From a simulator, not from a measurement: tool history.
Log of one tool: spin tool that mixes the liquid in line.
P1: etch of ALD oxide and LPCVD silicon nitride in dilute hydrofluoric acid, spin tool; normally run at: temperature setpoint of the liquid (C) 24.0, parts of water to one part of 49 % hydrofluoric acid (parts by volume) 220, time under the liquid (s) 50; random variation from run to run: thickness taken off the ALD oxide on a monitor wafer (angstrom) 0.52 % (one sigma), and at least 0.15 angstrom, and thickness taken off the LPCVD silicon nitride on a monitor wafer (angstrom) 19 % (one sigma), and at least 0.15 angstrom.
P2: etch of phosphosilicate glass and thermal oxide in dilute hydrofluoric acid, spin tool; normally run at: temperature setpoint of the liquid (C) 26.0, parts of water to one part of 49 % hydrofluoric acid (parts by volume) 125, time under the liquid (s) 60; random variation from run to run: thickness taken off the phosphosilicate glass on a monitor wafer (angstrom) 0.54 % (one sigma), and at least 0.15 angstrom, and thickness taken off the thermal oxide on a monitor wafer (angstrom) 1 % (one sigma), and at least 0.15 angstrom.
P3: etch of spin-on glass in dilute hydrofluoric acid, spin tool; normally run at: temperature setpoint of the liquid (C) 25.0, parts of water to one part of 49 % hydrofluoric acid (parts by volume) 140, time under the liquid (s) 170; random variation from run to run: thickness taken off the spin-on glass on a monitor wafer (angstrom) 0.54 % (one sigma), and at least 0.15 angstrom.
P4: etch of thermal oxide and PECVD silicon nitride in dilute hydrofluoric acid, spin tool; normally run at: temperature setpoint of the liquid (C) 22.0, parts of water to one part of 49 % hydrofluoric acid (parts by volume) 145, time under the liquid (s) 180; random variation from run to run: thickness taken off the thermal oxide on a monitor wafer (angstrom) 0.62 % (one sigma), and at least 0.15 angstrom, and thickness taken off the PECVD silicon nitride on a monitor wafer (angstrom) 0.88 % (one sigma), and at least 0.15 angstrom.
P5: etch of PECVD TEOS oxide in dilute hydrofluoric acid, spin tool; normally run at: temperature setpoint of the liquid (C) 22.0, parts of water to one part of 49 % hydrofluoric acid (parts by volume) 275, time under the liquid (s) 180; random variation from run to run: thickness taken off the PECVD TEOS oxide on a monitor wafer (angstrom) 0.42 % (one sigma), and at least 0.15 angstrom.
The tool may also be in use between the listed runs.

run	hour	process that ran	temperature setpoint of the liquid (C)	parts of water to one part of 49 % hydrofluoric acid (parts by volume)	time under the liquid (s)	hours since the thermometer was replaced	hours since the hydrofluoric acid flow meter was replaced	thickness taken off the ALD oxide on a monitor wafer (angstrom)	thickness taken off the LPCVD silicon nitride on a monitor wafer (angstrom)	thickness taken off the spin-on glass on a monitor wafer (angstrom)	thickness taken off the PECVD TEOS oxide on a monitor wafer (angstrom)	thickness taken off the thermal oxide on a monitor wafer (angstrom)	thickness taken off the PECVD silicon nitride on a monitor wafer (angstrom)	thickness taken off the phosphosilicate glass on a monitor wafer (angstrom)
1	5.2	P1	24.0	220	50	591.6	302.3	46.016	0.98665					
2	12.6	P1	17.0	220	50	599.0	309.7	34.769	0.80415					
3	19.1	P1	24.0	220	50	605.5	316.2	46.410	1.50110					
4	24.3	P3	25.0	140	170	610.7	321.4			517.39				
5	32.7	P5	22.0	275	180	619.1	329.8				141.270			
6	38.3	P5	22.0	275	25	624.7	335.4				19.495			
7	44.5	P5	22.0	480	180	630.9	341.6				67.639			
8	49.8	P4	22.0	145	180	636.2	346.9					53.8570	23.804	
9	57.4	P4	17.0	145	180	643.8	354.5					43.2090	17.087	
10	65.0	P2	26.0	125	60	651.4	362.1					23.4090		299.90
11	72.8	P3	25.0	70	170	659.2	369.9			1138.40				
12	80.8	P5	17.0	275	180	667.2	377.9				117.080			
13	89.3	P1	24.0	90	90	675.7	386.4	235.950	5.78190					
14	94.8	P1	24.0	220	50	681.2	391.9	46.163	1.36200					
15	98.9	P1	24.0	220	50	685.3	396.0	45.423	0.56889					
16	105.5	P4	22.0	145	180	691.9	402.6					53.6480	23.750	
17	112.5	P2	26.0	125	25	698.9	409.6					9.8463		123.29
18	116.4	P1	24.0	220	50	702.8	413.5	46.024	0.56532					
19	124.2	P1	24.0	220	15	710.6	421.3	13.840	0.54159					
20	132.9	P1	28.5	220	50	719.3	430.0	54.076	2.12190					
21	137.9	P2	26.0	50	60	724.3	435.0					63.3310		827.37
22	144.4	P3	25.0	140	70	730.8	441.5			212.10				
23	149.0	P2	33.5	125	60	735.4	446.1					30.3760		394.60
24	155.4	P4	22.0	40	180	741.8	452.5					218.8500	84.858	
25	160.5	P1	24.0	50	20	746.9	457.6	99.193	2.33760					
26	165.7	P1	24.0	340	50	752.1	462.8	26.392	0.89369					
27	171.7	P1	24.0	220	85	758.1	468.8	78.275	1.84750					
28	175.7	P4	22.0	145	290	762.1	472.8					84.8490	38.418	
29	180.3	P1	24.0	105	50	766.7	477.4	110.190	1.76210					
30	188.3	P3	29.0	140	170	774.7	485.4			592.21				
31	195.2	P1	24.0	220	50	781.6	492.3	45.783	1.32550					
32	201.4	P1	24.0	220	50	787.8	498.5	47.398	1.77810					
33	206.6	P1	24.0	220	50	793.0	503.7	48.277	1.13100					
34	215.4	P1	24.0	220	50	801.8	512.5	48.813	1.09820					

Run 35 comes next. What will it give?
35	221.9	P1	24.0	220	50	808.3	519.0	?	?					

thickness taken off the ALD oxide on a monitor wafer (angstrom): 49.446
thickness taken off the LPCVD silicon nitride on a monitor wafer (angstrom): 1.08820
